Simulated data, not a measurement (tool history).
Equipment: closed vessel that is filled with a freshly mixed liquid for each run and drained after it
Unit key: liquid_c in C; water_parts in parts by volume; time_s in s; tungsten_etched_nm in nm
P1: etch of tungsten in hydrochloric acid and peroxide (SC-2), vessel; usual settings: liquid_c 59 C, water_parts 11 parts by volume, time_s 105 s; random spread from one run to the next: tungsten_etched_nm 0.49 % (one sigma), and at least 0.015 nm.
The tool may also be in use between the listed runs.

| run | day | liquid_c | water_parts | time_s | hours since the thermometer was replaced | hours since the chemicals flow meter was replaced | hours since the drum of peroxide was connected | tungsten_etched_nm |
|---|---|---|---|---|---|---|---|---|
| 1 | 0.321 | 59 | 11 | 105 | 294.6 | 1253.2 | 276.9 | 25.678 |
| 2 | 0.842 | 59 | 11 | 105 | 307.1 | 1265.7 | 289.4 | 25.49 |
| 3 | 1.283 | 59 | 4 | 105 | 317.7 | 1276.3 | 300 | 55.366 |
| 4 | 1.817 | 59 | 11 | 45 | 330.5 | 1289.1 | 312.8 | 10.863 |
| 5 | 2.167 | 59 | 6.5 | 55 | 338.9 | 1297.5 | 321.2 | 20.411 |
| 6 | 2.6 | 59 | 11 | 105 | 349.3 | 1307.9 | 331.6 | 25.651 |
| 7 | 2.888 | 59 | 18 | 105 | 356.2 | 1314.8 | 338.5 | 16.605 |
| 8 | 3.371 | 59 | 11 | 105 | 367.8 | 1326.4 | 350.1 | 25.56 |
|  | 3.621 | thermometer replaced |
| 9 | 3.933 | 43 | 11 | 105 | 7.5 | 1339.9 | 363.6 | 8.7659 |
| 10 | 4.4 | 69.5 | 11 | 105 | 18.7 | 1351.1 | 374.8 | 48.721 |
| 11 | 4.75 | 59 | 11 | 205 | 27.1 | 1359.5 | 383.2 | 49.715 |
|  | 5.271 | new drum of peroxide connected |
| 12 | 5.342 | 44 | 17.5 | 105 | 41.3 | 1373.7 | 1.8 | 6.277 |
| 13 | 5.942 | 59 | 11 | 105 | 55.7 | 1388.1 | 16.2 | 25.66 |
| 14 | 6.517 | 59 | 11 | 105 | 69.5 | 1401.9 | 30 | 24.081 |
| 15 | 7.042 | 59 | 11 | 105 | 82.1 | 1414.5 | 42.6 | 23.248 |
|  | 7.308 | new drum of peroxide connected |
| 16 | 7.308 | 59 | 11 | 105 | 88.5 | 1420.9 | 0 | 23.52 |
| 17 | 7.725 | 59 | 11 | 105 | 98.5 | 1430.9 | 10 | 23.062 |
| 18 | 8.133 | 59 | 11 | 105 | 108.3 | 1440.7 | 19.8 | 22.886 |
| 19 | 8.425 | 59 | 11 | 105 | 115.3 | 1447.7 | 26.8 | 22.862 |
| 20 | 8.842 | 59 | 11 | 105 | 125.3 | 1457.7 | 36.8 | 23.001 |

Compared with where it was, what P1 gives has crept away. Each cause listed below fits the log as well as the rest, at the size given for it:
A: chemicals flow below the setpoint (%) = 11.8
B: liquid colder than its thermometer reads (K) = 1.69
Creep in the process output first set in at about day 5.942.
What rules out each remaining cause:
peroxide weaker than its label (%): maintenance at day 7.308, after the shift began, did not return the process to its former output

The 4 check runs listed below each average the results of 3 wafers, and their outcomes are marked with question marks. Under which run would the listed causes produce clearly different results?
| check 1 | 9.258 | 59 | 17 | 105 |  |  |  | ? |
| check 2 | 9.258 | 59 | 16 | 105 |  |  |  | ? |
| check 3 | 9.258 | 59 | 4 | 105 |  |  |  | ? |
| check 4 | 9.258 | 66.5 | 11 | 105 |  |  |  | ? |

What every check run would give for each of its results, assuming each possible cause in turn:
| check | result | if A | if B |
|---|---|---|---|
| check 1 | tungsten_etched_nm | 15.587 | 15.678 |
| check 2 | tungsten_etched_nm | 16.464 | 16.549 |
| check 3 | tungsten_etched_nm | 50.741 | 49.648 |
| check 4 | tungsten_etched_nm | 36.401 | 36.574 |
Minimum pairwise separation of causes per check, each pair taken at its best-separating result: check 1 0.58 %; check 2 0.52 %; check 3 2.18 %; check 4 0.48 %
Of the check runs offered, only check 3 discriminates between the causes; the rest would read about the same regardless of which cause applies.

Check 3 has now been run. It gave: tungsten_etched_nm 50.621 nm. Which of the candidate causes is it?

The cause is A: chemicals flow below the setpoint (%).
